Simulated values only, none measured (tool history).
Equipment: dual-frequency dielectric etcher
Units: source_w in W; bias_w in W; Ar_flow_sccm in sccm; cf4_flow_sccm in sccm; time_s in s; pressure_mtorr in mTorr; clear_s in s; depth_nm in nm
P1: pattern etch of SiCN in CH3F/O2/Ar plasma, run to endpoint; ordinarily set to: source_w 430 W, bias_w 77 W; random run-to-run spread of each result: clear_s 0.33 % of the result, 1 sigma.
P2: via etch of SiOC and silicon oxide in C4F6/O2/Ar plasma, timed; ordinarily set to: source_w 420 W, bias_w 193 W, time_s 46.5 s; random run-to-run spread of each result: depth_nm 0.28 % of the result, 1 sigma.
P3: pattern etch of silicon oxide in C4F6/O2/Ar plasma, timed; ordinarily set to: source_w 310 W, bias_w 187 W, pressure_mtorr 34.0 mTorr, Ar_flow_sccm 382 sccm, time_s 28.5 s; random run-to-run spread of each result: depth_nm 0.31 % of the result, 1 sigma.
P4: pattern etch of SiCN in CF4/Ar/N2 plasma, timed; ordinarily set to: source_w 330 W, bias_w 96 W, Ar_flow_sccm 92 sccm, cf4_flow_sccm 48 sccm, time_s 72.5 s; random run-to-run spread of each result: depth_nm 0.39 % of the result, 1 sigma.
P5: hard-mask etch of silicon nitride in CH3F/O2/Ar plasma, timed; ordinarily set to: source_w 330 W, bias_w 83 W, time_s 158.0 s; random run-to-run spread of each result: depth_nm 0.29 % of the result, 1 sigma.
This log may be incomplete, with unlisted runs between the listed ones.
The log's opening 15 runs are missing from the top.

run   hour  process  source_w  bias_w  Ar_flow_sccm  cf4_flow_sccm  time_s  pressure_mtorr  clear_s  depth_nm
 16  160.9       P1       600      77                                                        21.295
 17  172.9       P4       330      96            92             29    72.5                             46.414
 18  188.2       P1       430      77                                                        24.339
 19  199.0       P3       310     187           382                   22.0            34.0             60.527
 20  214.4       P2       420     193                                 46.5                             54.807
 21  223.0       P4       330      96            92             48    72.5                             49.747
 22  231.8       P1       270      77                                                        28.997
 23  239.8       P5       330      83                                158.0                            107.440
 24  255.0       P3       310     187           224                   28.5            34.0             82.861
 25  262.0       P2       420     193                                 46.5                             54.597
 26  272.6       P3       310     187           382                   28.5            40.5             76.834
 27  280.4       P1       430      77                                                        24.371
 28  291.1       P1       430      77                                                        24.330
 29  301.0       P1       430      77                                                        24.278
     305.4  -- bias power generator calibrated
 30  314.6       P1       550      60                                                        24.057
 31  326.0       P5       240      83                                158.0                             95.440
 32  342.0       P1       430      99                                                        22.128
 33  356.2       P3       370     187           382                   28.5            34.0             83.180
 34  365.6       P2       280     193                                 46.5                             46.926

Expected results for the next run?
 35  378.4       P1       430      77                                                             ?

For run 35 the tool returned clear_s 24.213 s.
